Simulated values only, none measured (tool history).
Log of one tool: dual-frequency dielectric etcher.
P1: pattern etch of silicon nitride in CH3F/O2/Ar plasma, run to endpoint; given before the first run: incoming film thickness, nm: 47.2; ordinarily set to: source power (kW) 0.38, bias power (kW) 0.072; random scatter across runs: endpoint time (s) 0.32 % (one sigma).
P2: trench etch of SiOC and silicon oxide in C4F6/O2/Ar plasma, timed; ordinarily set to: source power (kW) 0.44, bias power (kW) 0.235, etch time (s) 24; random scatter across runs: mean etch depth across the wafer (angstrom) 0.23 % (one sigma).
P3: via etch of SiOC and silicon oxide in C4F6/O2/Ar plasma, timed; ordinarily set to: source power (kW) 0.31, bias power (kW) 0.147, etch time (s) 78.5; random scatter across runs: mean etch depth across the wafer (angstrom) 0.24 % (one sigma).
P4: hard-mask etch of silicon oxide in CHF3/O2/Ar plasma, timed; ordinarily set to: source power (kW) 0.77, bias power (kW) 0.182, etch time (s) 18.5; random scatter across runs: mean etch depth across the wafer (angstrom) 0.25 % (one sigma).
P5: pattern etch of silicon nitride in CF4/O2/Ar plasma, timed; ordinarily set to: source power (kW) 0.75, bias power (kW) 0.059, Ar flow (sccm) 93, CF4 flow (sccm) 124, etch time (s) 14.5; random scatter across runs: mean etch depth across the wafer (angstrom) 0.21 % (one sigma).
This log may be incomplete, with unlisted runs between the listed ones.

run	hour	process that ran	source power (kW)	bias power (kW)	Ar flow (sccm)	CF4 flow (sccm)	etch time (s)	hours since the last wet clean	hours since the last source power generator calibration	hours since the last bias power generator calibration	endpoint time (s)	mean etch depth across the wafer (angstrom)
1	4.3	P1	0.38	0.072				110.5	685.4	1737.7	70.742	
2	9.1	P1	0.38	0.072				115.3	690.2	1742.5	70.663	
3	14.6	P5	0.75	0.059	119	124	14.5	120.8	695.7	1748		416.3
4	21.8	P1	0.38	0.072				128	702.9	1755.2	70.876	
5	28.1	P3	0.31	0.191			78.5	134.3	709.2	1761.5		832.57
6	32.5	P3	0.31	0.147			78.5	138.7	713.6	1765.9		767.19
# hour 36.3: source power generator calibrated
7	37.1	P3	0.31	0.147			107	143.3	0.8	1770.5		1045.6
8	41.5	P1	0.38	0.072				147.7	5.2	1774.9	71.052	
9	46.6	P5	0.75	0.078	93	124	14.5	152.8	10.3	1780		476.35
10	53.1	P1	0.38	0.093				159.3	16.8	1786.5	64.325	
11	60.7	P5	0.75	0.059	93	124	14.5	166.9	24.4	1794.1		428.09
12	66.3	P1	0.38	0.072				172.5	30	1799.7	70.739	
13	70.3	P5	0.92	0.059	93	124	14.5	176.5	34	1803.7		513.07
14	77.3	P2	0.44	0.298			24	183.5	41	1810.7		578.78
15	84.6	P2	0.44	0.235			24	190.8	48.3	1818		533.38
16	88.7	P1	0.47	0.072				194.9	52.4	1822.1	65.383	
17	96.1	P4	0.77	0.182			18.5	202.3	59.8	1829.5		400.56
18	100.3	P2	0.44	0.235			24	206.5	64	1833.7		535.31
19	106.5	P1	0.3	0.094				212.7	70.2	1839.9	70.345	
20	111.1	P5	0.75	0.059	93	95	14.5	217.3	74.8	1844.5		415.85
21	116.8	P1	0.24	0.072				223	80.5	1850.2	84.399	
22	120.4	P4	0.77	0.115			18.5	226.6	84.1	1853.8		345.21
23	127.5	P4	0.77	0.182			13	233.7	91.2	1860.9		280.7
24	134.5	P5	0.75	0.059	93	124	14.5	240.7	98.2	1867.9		428.23
25	138.4	P1	0.38	0.072				244.6	102.1	1871.8	70.647	
26	145.5	P1	0.38	0.047				251.7	109.2	1878.9	81.629	
27	151	P5	0.75	0.059	93	124	8	257.2	114.7	1884.4		236.75
28	157.3	P4	0.6	0.182			18.5	263.5	121	1890.7		362.33
29	163.9	P3	0.38	0.147			78.5	270.1	127.6	1897.3		826.91
30	167.7	P2	0.44	0.235			33.5	273.9	131.4	1901.1		745.47
31	173.8	P2	0.56	0.235			24	280	137.5	1907.2		585.44
32	180.2	P1	0.38	0.072				286.4	143.9	1913.6	70.709	
33	187	P1	0.38	0.072				293.2	150.7	1920.4	70.674	
34	193.2	P1	0.38	0.072				299.4	156.9	1926.6	70.049	
35	197.1	P1	0.38	0.072				303.3	160.8	1930.5	69.545	
36	204.2	P1	0.38	0.072				310.4	167.9	1937.6	69.945	
# hour 206.9: wet clean of the chamber
37	211.5	P1	0.38	0.072				4.6	175.2	1944.9	70.19	
38	216.1	P1	0.38	0.072				9.2	179.8	1949.5	69.6	

What does the tool deliver on the next run?
39	220.5	P1	0.38	0.072				13.6	184.2	1953.9	?	

endpoint time (s): 69.582

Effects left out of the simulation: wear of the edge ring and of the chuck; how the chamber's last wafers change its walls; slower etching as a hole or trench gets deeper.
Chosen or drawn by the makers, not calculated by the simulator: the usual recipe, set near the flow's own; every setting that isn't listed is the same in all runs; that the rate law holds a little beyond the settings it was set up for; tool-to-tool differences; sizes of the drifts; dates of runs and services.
